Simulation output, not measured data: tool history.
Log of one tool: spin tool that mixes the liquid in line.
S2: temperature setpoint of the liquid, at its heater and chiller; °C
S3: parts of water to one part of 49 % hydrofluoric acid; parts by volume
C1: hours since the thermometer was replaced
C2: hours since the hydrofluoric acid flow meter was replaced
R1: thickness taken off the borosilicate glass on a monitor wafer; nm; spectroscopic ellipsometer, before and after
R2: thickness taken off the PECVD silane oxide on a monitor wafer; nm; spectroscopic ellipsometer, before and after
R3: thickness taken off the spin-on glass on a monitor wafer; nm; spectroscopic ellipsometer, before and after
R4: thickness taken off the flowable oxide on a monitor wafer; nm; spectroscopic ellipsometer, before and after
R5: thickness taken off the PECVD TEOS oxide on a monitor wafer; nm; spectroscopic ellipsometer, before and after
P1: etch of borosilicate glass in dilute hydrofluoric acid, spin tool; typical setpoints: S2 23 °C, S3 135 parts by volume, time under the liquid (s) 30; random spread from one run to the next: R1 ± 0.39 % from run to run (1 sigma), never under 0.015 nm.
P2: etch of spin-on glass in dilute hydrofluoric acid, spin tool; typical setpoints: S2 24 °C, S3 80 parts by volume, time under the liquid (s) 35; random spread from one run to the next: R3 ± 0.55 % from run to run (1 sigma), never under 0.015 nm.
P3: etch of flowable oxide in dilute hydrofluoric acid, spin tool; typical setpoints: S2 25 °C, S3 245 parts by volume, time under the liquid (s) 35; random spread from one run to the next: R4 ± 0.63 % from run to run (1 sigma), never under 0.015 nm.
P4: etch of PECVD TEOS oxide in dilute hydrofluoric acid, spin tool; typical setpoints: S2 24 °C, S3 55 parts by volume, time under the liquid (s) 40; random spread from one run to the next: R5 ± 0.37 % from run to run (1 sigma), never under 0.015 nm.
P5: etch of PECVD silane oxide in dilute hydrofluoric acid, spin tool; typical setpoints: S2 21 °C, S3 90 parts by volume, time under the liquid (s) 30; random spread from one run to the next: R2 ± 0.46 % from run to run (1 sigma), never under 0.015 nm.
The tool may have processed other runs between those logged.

run 1 day=0.229 | process_that_ran=P1 S2=23 S3=135 time_under_the_liquid_(s)=30 | C1=452.1 C2=305.5 | R1=7.9249
run 2 day=0.721 | process_that_ran=P1 S2=23 S3=135 time_under_the_liquid_(s)=30 | C1=463.9 C2=317.3 | R1=7.9337
run 3 day=0.95 | process_that_ran=P5 S2=21 S3=90 time_under_the_liquid_(s)=50 | C1=469.4 C2=322.8 | R2=22.707
run 4 day=1.425 | process_that_ran=P2 S2=24 S3=80 time_under_the_liquid_(s)=35 | C1=480.8 C2=334.2 | R3=24.369
run 5 day=1.796 | process_that_ran=P5 S2=21 S3=90 time_under_the_liquid_(s)=30 | C1=489.7 C2=343.1 | R2=13.618
run 6 day=2.033 | process_that_ran=P5 S2=17 S3=90 time_under_the_liquid_(s)=30 | C1=495.4 C2=348.8 | R2=11.487
run 7 day=2.542 | process_that_ran=P5 S2=21 S3=155 time_under_the_liquid_(s)=30 | C1=507.6 C2=361 | R2=7.3684
run 8 day=2.867 | process_that_ran=P1 S2=23 S3=135 time_under_the_liquid_(s)=15 | C1=515.4 C2=368.8 | R1=4.0186
run 9 day=3.292 | process_that_ran=P3 S2=25 S3=245 time_under_the_liquid_(s)=35 | C1=525.6 C2=379 | R4=4.7765
run 10 day=3.579 | process_that_ran=P1 S2=23 S3=245 time_under_the_liquid_(s)=30 | C1=532.5 C2=385.9 | R1=3.8997
run 11 day=3.912 | process_that_ran=P2 S2=24 S3=40 time_under_the_liquid_(s)=35 | C1=540.5 C2=393.9 | R3=50.834
run 12 day=4.158 | process_that_ran=P3 S2=25 S3=435 time_under_the_liquid_(s)=35 | C1=546.4 C2=399.8 | R4=2.2069
run 13 day=4.625 | process_that_ran=P1 S2=23 S3=135 time_under_the_liquid_(s)=30 | C1=557.6 C2=411 | R1=7.9942
run 14 day=5.121 | process_that_ran=P1 S2=30.5 S3=135 time_under_the_liquid_(s)=30 | C1=569.5 C2=422.9 | R1=10.563
run 15 day=5.454 | process_that_ran=P3 S2=25 S3=245 time_under_the_liquid_(s)=50 | C1=577.5 C2=430.9 | R4=6.7525
run 16 day=5.775 | process_that_ran=P5 S2=21 S3=90 time_under_the_liquid_(s)=30 | C1=585.2 C2=438.6 | R2=13.566
run 17 day=6.071 | process_that_ran=P1 S2=23 S3=135 time_under_the_liquid_(s)=30 | C1=592.3 C2=445.7 | R1=7.9168
run 18 day=6.379 | process_that_ran=P4 S2=24 S3=55 time_under_the_liquid_(s)=40 | C1=599.7 C2=453.1 | R5=8.4162
run 19 day=6.746 | process_that_ran=P1 S2=17 S3=135 time_under_the_liquid_(s)=30 | C1=608.5 C2=461.9 | R1=6.3215
run 20 day=7.046 | process_that_ran=P2 S2=30.5 S3=80 time_under_the_liquid_(s)=35 | C1=615.7 C2=469.1 | R3=30.806
run 21 day=7.283 | process_that_ran=P1 S2=30 S3=230 time_under_the_liquid_(s)=30 | C1=621.4 C2=474.8 | R1=5.3983
run 22 day=7.558 | process_that_ran=P3 S2=33 S3=245 time_under_the_liquid_(s)=35 | C1=628 C2=481.4 | R4=6.1354
run 23 day=7.921 | process_that_ran=P4 S2=24 S3=55 time_under_the_liquid_(s)=40 | C1=636.7 C2=490.1 | R5=8.3706
run 24 day=8.2 | process_that_ran=P4 S2=24 S3=20 time_under_the_liquid_(s)=40 | C1=643.4 C2=496.8 | R5=24.051
run 25 day=8.471 | process_that_ran=P2 S2=24 S3=80 time_under_the_liquid_(s)=35 | C1=649.9 C2=503.3 | R3=24.299

Expected results for the next run?
run 26 day=8.871 | process_that_ran=P1 S2=23 S3=45 time_under_the_liquid_(s)=30 | C1=659.5 C2=512.9 | R1=?

R1: 26.803 nm
